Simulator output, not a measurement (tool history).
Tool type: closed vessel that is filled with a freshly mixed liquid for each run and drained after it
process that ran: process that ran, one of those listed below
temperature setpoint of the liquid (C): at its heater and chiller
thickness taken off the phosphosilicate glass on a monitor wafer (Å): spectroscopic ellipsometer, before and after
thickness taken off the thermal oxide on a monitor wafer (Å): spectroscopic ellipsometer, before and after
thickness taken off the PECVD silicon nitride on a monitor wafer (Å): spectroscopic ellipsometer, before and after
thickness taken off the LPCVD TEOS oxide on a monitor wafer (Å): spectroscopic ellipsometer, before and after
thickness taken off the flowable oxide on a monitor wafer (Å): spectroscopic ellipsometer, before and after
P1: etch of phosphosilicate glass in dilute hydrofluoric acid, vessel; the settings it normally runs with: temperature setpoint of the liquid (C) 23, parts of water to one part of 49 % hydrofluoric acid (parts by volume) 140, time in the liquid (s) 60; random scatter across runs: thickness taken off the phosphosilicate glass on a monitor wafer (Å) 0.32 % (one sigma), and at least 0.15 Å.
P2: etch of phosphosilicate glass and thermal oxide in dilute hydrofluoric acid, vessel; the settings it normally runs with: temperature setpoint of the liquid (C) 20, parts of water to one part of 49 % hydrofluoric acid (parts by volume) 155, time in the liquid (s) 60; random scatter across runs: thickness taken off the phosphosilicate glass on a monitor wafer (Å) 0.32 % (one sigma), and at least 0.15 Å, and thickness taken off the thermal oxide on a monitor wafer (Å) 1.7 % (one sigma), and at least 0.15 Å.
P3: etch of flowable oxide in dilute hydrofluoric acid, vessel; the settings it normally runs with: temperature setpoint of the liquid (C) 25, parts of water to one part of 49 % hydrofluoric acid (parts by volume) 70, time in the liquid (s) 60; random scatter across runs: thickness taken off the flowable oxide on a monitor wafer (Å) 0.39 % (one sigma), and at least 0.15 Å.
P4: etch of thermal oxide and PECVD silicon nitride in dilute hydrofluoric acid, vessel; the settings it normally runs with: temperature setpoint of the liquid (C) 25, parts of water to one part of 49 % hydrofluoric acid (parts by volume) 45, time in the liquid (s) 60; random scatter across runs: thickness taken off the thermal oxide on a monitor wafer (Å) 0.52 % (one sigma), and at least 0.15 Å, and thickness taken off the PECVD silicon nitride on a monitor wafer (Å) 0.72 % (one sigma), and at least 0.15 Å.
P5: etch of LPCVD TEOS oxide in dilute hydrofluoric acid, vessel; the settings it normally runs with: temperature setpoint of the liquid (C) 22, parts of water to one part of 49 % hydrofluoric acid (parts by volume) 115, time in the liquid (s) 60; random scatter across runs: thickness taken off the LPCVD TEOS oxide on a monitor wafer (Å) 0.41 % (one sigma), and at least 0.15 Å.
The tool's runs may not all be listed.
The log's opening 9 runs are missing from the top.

| run | hour | process that ran | temperature setpoint of the liquid (C) | parts of water to one part of 49 % hydrofluoric acid (parts by volume) | time in the liquid (s) | hours since the thermometer was replaced | hours since the hydrofluoric acid flow meter was replaced | thickness taken off the phosphosilicate glass on a monitor wafer (Å) | thickness taken off the thermal oxide on a monitor wafer (Å) | thickness taken off the PECVD silicon nitride on a monitor wafer (Å) | thickness taken off the LPCVD TEOS oxide on a monitor wafer (Å) | thickness taken off the flowable oxide on a monitor wafer (Å) |
|---|---|---|---|---|---|---|---|---|---|---|---|---|
| 10 | 77.8 | P1 | 23 | 140 | 60 | 1156.7 | 1593 | 248.68 |  |  |  |  |
| 11 | 84 | P3 | 25 | 70 | 60 | 1162.9 | 1599.2 |  |  |  |  | 488.8 |
| 12 | 91.3 | P1 | 23 | 140 | 60 | 1170.2 | 1606.5 | 250.59 |  |  |  |  |
| 13 | 99.8 | P2 | 25.5 | 155 | 60 | 1178.7 | 1615 | 479.55 | 17.799 |  |  |  |
| 14 | 106.7 | P4 | 25 | 70 | 60 | 1185.6 | 1621.9 |  | 44.606 | 19.991 |  |  |
| 15 | 111.5 | P1 | 23 | 140 | 30 | 1190.4 | 1626.7 | 124.55 |  |  |  |  |
| 16 | 118.6 | P4 | 31.5 | 45 | 60 | 1197.5 | 1633.8 |  | 92.843 | 48.288 |  |  |
| 17 | 128.8 | P1 | 23 | 140 | 60 | 1207.7 | 1644 | 250.42 |  |  |  |  |
| 18 | 135 | P2 | 20 | 155 | 105 | 1213.9 | 1650.2 | 679.9 | 26 |  |  |  |
| 19 | 140.5 | P5 | 22 | 115 | 60 | 1219.4 | 1655.7 |  |  |  | 150.38 |  |
| 20 | 145.5 | P1 | 23 | 140 | 60 | 1224.4 | 1660.7 | 249.58 |  |  |  |  |
| 21 | 155.1 | P5 | 22 | 185 | 60 | 1234 | 1670.3 |  |  |  | 86.865 |  |
| 22 | 161.7 | P5 | 22 | 115 | 105 | 1240.6 | 1676.9 |  |  |  | 261.66 |  |
| 23 | 167.7 | P1 | 17 | 140 | 60 | 1246.6 | 1682.9 | 197.15 |  |  |  |  |
| 24 | 174 | P4 | 25 | 45 | 60 | 1252.9 | 1689.2 |  | 71.993 | 31.08 |  |  |
| 25 | 183.3 | P1 | 26.5 | 45 | 60 | 1262.2 | 1698.5 | 1004.9 |  |  |  |  |
| 26 | 192.8 | P2 | 20 | 75 | 60 | 1271.7 | 1708 | 876.89 | 32.171 |  |  |  |
|  | 197 | thermometer replaced |
| 27 | 198.3 | P1 | 23 | 140 | 60 | 1.3 | 1713.5 | 249.92 |  |  |  |  |
| 28 | 208.8 | P1 | 23 | 45 | 60 | 11.8 | 1724 | 873.51 |  |  |  |  |
| 29 | 217.5 | P3 | 25 | 70 | 30 | 20.5 | 1732.7 |  |  |  |  | 243.1 |
| 30 | 224.9 | P4 | 25 | 45 | 30 | 27.9 | 1740.1 |  | 35.778 | 15.84 |  |  |
| 31 | 234.3 | P1 | 28.5 | 140 | 60 | 37.3 | 1749.5 | 306.44 |  |  |  |  |

For run 32, what comes out?
| 32 | 240.8 | P1 | 23 | 140 | 110 | 43.8 | 1756 | ? |  |  |  |  |

thickness taken off the phosphosilicate glass on a monitor wafer (Å): 462.18
